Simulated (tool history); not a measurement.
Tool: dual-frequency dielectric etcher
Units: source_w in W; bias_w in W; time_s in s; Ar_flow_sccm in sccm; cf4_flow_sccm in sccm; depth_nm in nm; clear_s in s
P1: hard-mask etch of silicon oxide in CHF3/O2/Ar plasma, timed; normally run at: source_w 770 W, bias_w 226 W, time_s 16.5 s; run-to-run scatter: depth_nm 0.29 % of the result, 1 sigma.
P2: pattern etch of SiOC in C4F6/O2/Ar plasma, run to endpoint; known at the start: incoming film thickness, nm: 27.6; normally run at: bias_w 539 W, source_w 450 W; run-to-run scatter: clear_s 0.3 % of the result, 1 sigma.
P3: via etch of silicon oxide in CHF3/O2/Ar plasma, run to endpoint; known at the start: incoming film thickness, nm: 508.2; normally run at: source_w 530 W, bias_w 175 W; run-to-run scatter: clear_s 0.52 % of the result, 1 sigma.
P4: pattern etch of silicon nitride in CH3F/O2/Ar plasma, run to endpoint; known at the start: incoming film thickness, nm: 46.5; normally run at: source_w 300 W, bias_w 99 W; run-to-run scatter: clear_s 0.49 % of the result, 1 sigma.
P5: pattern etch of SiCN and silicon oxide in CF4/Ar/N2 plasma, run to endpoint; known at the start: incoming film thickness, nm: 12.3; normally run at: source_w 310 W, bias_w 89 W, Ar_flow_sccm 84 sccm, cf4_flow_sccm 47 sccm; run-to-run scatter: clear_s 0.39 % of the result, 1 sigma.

run 1 day=0.275 | process=P1 source_w=770 bias_w=226 time_s=16.5 | depth_nm=40.745
run 2 day=0.562 | process=P5 source_w=310 bias_w=89 Ar_flow_sccm=84 cf4_flow_sccm=38 | clear_s=19.368
run 3 day=0.854 | process=P1 source_w=770 bias_w=226 time_s=25 | depth_nm=61.776
run 4 day=1.096 | process=P5 source_w=310 bias_w=89 Ar_flow_sccm=118 cf4_flow_sccm=47 | clear_s=19.507
run 5 day=1.258 | process=P1 source_w=770 bias_w=275 time_s=21.5 | depth_nm=57.167
run 6 day=1.492 | process=P1 source_w=770 bias_w=226 time_s=16.5 | depth_nm=40.745
run 7 day=1.804 | process=P1 source_w=580 bias_w=226 time_s=16.5 | depth_nm=36.712
run 8 day=2.158 | process=P2 source_w=450 bias_w=418 | clear_s=9.3831
run 9 day=2.4 | process=P5 source_w=310 bias_w=89 Ar_flow_sccm=84 cf4_flow_sccm=47 | clear_s=18.756
run 10 day=2.629 | process=P4 source_w=300 bias_w=64 | clear_s=76.5
run 11 day=2.821 | process=P4 source_w=190 bias_w=99 | clear_s=77.885
run 12 day=3.129 | process=P1 source_w=770 bias_w=226 time_s=16.5 | depth_nm=40.705
run 13 day=3.417 | process=P5 source_w=400 bias_w=89 Ar_flow_sccm=84 cf4_flow_sccm=47 | clear_s=14.964
-- day=3.425 wet clean of the chamber
run 14 day=3.662 | process=P1 source_w=1010 bias_w=226 time_s=16.5 | depth_nm=45.337
run 15 day=3.888 | process=P3 source_w=530 bias_w=234 | clear_s=235.96
run 16 day=4.062 | process=P1 source_w=770 bias_w=275 time_s=16.5 | depth_nm=43.642
run 17 day=4.308 | process=P2 source_w=620 bias_w=539 | clear_s=7.5422
run 18 day=4.483 | process=P3 source_w=740 bias_w=175 | clear_s=230.97
run 19 day=4.829 | process=P5 source_w=310 bias_w=89 Ar_flow_sccm=84 cf4_flow_sccm=47 | clear_s=18.571

Run 20 comes next. What will it give?
run 20 day=5.046 | process=P3 source_w=530 bias_w=175 | clear_s=?

clear_s: 261.38 s
